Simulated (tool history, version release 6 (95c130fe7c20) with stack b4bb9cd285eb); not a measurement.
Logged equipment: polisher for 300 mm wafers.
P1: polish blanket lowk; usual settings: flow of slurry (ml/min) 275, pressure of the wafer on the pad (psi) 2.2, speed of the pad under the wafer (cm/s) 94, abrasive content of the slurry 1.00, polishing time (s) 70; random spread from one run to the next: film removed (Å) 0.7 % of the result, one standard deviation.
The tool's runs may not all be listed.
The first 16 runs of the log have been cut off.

| run | hour | flow of slurry (ml/min) | pressure of the wafer on the pad (psi) | speed of the pad under the wafer (cm/s) | abrasive content of the slurry | polishing time (s) | wafers polished on this pad | hours since the slurry nozzle was cleaned | hours since the head pressure was calibrated | hours since the slurry blender was calibrated | hours since the conditioning disc was replaced | film removed (Å) |
|---|---|---|---|---|---|---|---|---|---|---|---|---|
| 17 | 167.7 | 370 | 2.2 | 94 | 1.00 | 44 | 1242 | 362.1 | 287.8 | 237.6 | 309.1 | 207.53 |
| 18 | 173.8 | 275 | 3.4 | 94 | 1.00 | 70 | 1276 | 368.2 | 293.9 | 243.7 | 315.2 | 498.63 |
| 19 | 184.4 | 275 | 2.2 | 94 | 1.00 | 70 | 1336 | 378.8 | 304.5 | 254.3 | 325.8 | 322.75 |
| 20 | 196.9 | 275 | 2.2 | 94 | 1.00 | 70 | 1407 | 391.3 | 317.0 | 266.8 | 338.3 | 312.99 |
| 21 | 206.6 | 275 | 2.2 | 94 | 1.00 | 70 | 1462 | 401.0 | 326.7 | 276.5 | 348.0 | 304.92 |
| 22 | 215.6 | 275 | 2.2 | 94 | 1.00 | 70 | 1513 | 410.0 | 335.7 | 285.5 | 357.0 | 302.29 |
| 23 | 225.4 | 275 | 2.2 | 94 | 1.00 | 70 | 1568 | 419.8 | 345.5 | 295.3 | 366.8 | 298.69 |
| 24 | 231.2 | 275 | 2.2 | 94 | 1.00 | 70 | 1601 | 425.6 | 351.3 | 301.1 | 372.6 | 294.72 |
|  | 231.3 | conditioning disc replaced and pad reconditioned |
| 25 | 239.1 | 275 | 2.2 | 94 | 1.00 | 70 | 1645 | 433.5 | 359.2 | 309.0 | 7.9 | 302.21 |
|  | 248.4 | worn pad replaced by a new one |
| 26 | 249.7 | 275 | 2.2 | 94 | 1.00 | 70 | 7 | 444.1 | 369.8 | 319.6 | 18.5 | 295.38 |
| 27 | 259.1 | 275 | 2.2 | 94 | 1.00 | 70 | 60 | 453.5 | 379.2 | 329.0 | 27.9 | 294.19 |

Run 28 has not been measured yet. What should we expect?
|  | 264.6 | slurry nozzle cleaned |
| 28 | 270.7 | 275 | 2.2 | 94 | 1.00 | 70 | 126 | 6.2 | 390.8 | 340.6 | 39.5 | ? |

film removed (Å): 294.65
